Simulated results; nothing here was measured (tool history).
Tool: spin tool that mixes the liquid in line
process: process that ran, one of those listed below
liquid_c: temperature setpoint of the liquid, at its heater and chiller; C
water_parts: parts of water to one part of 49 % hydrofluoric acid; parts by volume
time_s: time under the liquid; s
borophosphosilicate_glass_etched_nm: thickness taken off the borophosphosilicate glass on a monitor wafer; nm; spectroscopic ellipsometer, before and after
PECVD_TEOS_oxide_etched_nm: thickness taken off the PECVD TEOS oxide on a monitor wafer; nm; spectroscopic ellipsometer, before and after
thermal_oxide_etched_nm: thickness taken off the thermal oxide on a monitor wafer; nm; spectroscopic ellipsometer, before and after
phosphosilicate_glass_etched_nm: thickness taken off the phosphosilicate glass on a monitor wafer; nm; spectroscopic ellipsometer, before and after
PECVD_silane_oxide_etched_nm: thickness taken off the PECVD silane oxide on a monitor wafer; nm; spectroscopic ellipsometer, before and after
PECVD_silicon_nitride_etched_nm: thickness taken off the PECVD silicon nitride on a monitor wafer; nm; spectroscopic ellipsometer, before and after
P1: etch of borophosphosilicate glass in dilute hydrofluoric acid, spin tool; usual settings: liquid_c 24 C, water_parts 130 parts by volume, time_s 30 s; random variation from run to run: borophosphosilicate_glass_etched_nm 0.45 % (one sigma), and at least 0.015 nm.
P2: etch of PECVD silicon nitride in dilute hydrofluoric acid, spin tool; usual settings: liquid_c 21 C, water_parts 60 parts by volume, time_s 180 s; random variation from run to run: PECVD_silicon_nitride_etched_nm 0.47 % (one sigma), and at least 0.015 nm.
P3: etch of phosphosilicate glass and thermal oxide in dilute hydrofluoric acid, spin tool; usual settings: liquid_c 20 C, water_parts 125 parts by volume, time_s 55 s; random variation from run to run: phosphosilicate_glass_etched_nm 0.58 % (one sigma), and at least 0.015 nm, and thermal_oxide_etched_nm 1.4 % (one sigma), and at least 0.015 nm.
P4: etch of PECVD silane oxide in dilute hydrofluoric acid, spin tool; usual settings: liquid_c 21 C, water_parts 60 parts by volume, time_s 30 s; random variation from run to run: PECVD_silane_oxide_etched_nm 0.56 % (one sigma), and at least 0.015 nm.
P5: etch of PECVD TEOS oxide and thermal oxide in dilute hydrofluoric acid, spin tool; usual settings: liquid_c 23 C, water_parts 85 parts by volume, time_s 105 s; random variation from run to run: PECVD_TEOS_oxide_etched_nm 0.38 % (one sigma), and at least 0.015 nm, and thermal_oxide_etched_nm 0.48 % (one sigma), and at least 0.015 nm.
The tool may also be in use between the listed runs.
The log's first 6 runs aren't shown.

| run | hour | process | liquid_c | water_parts | time_s | hours since the thermometer was replaced | hours since the hydrofluoric acid flow meter was replaced | borophosphosilicate_glass_etched_nm | PECVD_TEOS_oxide_etched_nm | thermal_oxide_etched_nm | phosphosilicate_glass_etched_nm | PECVD_silane_oxide_etched_nm | PECVD_silicon_nitride_etched_nm |
|---|---|---|---|---|---|---|---|---|---|---|---|---|---|
| 7 | 68.1 | P1 | 24 | 185 | 30 | 1579 | 323.3 | 5.7599 |  |  |  |  |  |
|  | 77.6 | thermometer replaced |
| 8 | 79.9 | P4 | 21 | 60 | 30 | 2.3 | 335.1 |  |  |  |  | 9.6212 |  |
| 9 | 86 | P5 | 23 | 50 | 105 | 8.4 | 341.2 |  | 45.224 | 10.345 |  |  |  |
| 10 | 98.1 | P2 | 21 | 60 | 180 | 20.5 | 353.3 |  |  |  |  |  | 12.314 |
| 11 | 109.3 | P1 | 24 | 130 | 30 | 31.7 | 364.5 | 8.6265 |  |  |  |  |  |
| 12 | 122.8 | P1 | 24 | 65 | 15 | 45.2 | 378 | 9.3669 |  |  |  |  |  |
| 13 | 134.7 | P1 | 30.5 | 130 | 30 | 57.1 | 389.9 | 11.072 |  |  |  |  |  |
| 14 | 147.2 | P1 | 24 | 130 | 30 | 69.6 | 402.4 | 8.675 |  |  |  |  |  |
| 15 | 159.6 | P1 | 24 | 130 | 30 | 82 | 414.8 | 8.7708 |  |  |  |  |  |
| 16 | 168.2 | P1 | 24 | 130 | 30 | 90.6 | 423.4 | 8.732 |  |  |  |  |  |
| 17 | 178.8 | P2 | 21 | 25 | 180 | 101.2 | 434 |  |  |  |  |  | 28.882 |
| 18 | 188.8 | P5 | 23 | 85 | 55 | 111.2 | 444 |  | 13.263 | 3.0266 |  |  |  |
| 19 | 200.7 | P2 | 21 | 60 | 275 | 123.1 | 455.9 |  |  |  |  |  | 18.855 |
| 20 | 212.8 | P1 | 24 | 55 | 30 | 135.2 | 468 | 22.684 |  |  |  |  |  |
| 21 | 221.4 | P1 | 24 | 130 | 30 | 143.8 | 476.6 | 8.7064 |  |  |  |  |  |
| 22 | 231.5 | P4 | 21 | 60 | 60 | 153.9 | 486.7 |  |  |  |  | 19.416 |  |
| 23 | 238.3 | P1 | 17 | 130 | 30 | 160.7 | 493.5 | 6.5696 |  |  |  |  |  |
| 24 | 251.6 | P5 | 23 | 85 | 105 | 174 | 506.8 |  | 25.314 | 5.8068 |  |  |  |
| 25 | 262.1 | P2 | 17 | 60 | 180 | 184.5 | 517.3 |  |  |  |  |  | 9.3532 |
| 26 | 271.4 | P4 | 21 | 60 | 30 | 193.8 | 526.6 |  |  |  |  | 9.6132 |  |

Run 27 comes next. What will it give?
| 27 | 278.9 | P2 | 21 | 60 | 180 | 201.3 | 534.1 |  |  |  |  |  | ? |

{"run 27": {"PECVD_silicon_nitride_etched_nm": 12.33}}

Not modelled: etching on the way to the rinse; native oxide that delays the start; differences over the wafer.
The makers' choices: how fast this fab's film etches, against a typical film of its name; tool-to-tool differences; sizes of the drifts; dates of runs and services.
